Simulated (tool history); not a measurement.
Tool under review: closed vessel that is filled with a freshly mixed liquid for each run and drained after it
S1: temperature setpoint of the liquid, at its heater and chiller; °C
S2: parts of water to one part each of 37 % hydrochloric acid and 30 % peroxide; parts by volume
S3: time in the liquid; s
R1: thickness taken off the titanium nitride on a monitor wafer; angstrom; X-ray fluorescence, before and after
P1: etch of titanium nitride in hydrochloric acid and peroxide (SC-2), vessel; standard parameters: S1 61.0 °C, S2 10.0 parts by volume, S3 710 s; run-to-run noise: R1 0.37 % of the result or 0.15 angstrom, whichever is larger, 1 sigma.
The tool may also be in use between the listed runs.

{"run": 1, "hour": 8.9, "S1": 61.0, "S2": 10.0, "S3": 710, "R1": 342.11}
{"run": 2, "hour": 18.3, "S1": 61.0, "S2": 10.0, "S3": 710, "R1": 342.49}
{"run": 3, "hour": 25.5, "S1": 72.0, "S2": 10.0, "S3": 710, "R1": 662.34}
{"run": 4, "hour": 34.0, "S1": 61.0, "S2": 10.0, "S3": 710, "R1": 342.24}
{"hour": 40.5, "done": "new drum of peroxide connected"}
{"run": 5, "hour": 43.5, "S1": 61.0, "S2": 10.0, "S3": 710, "R1": 342.14}
{"run": 6, "hour": 53.6, "S1": 61.0, "S2": 10.0, "S3": 1385, "R1": 666.55}
{"run": 7, "hour": 63.6, "S1": 45.5, "S2": 10.0, "S3": 710, "R1": 123.72}
{"run": 8, "hour": 71.5, "S1": 61.0, "S2": 4.0, "S3": 710, "R1": 682.5}
{"run": 9, "hour": 76.0, "S1": 61.0, "S2": 10.0, "S3": 710, "R1": 342.5}
{"run": 10, "hour": 82.4, "S1": 61.0, "S2": 15.5, "S3": 710, "R1": 233.6}
{"run": 11, "hour": 92.0, "S1": 61.0, "S2": 10.0, "S3": 710, "R1": 342.59}
{"run": 12, "hour": 101.9, "S1": 61.0, "S2": 10.0, "S3": 30, "R1": 14.708}
{"hour": 103.0, "done": "chemicals flow meter replaced"}
{"run": 13, "hour": 109.6, "S1": 71.0, "S2": 5.5, "S3": 710, "R1": 1000.9}
{"run": 14, "hour": 119.4, "S1": 61.0, "S2": 10.0, "S3": 710, "R1": 341.8}
{"run": 15, "hour": 127.1, "S1": 61.0, "S2": 10.0, "S3": 710, "R1": 341.47}
{"run": 16, "hour": 132.7, "S1": 61.0, "S2": 10.0, "S3": 710, "R1": 352.42}

For run 17, what comes out?
{"run": 17, "hour": 139.8, "S1": 61.0, "S2": 10.0, "S3": 710, "R1": "?"}

Run 17 produced R1 360.370 angstrom.
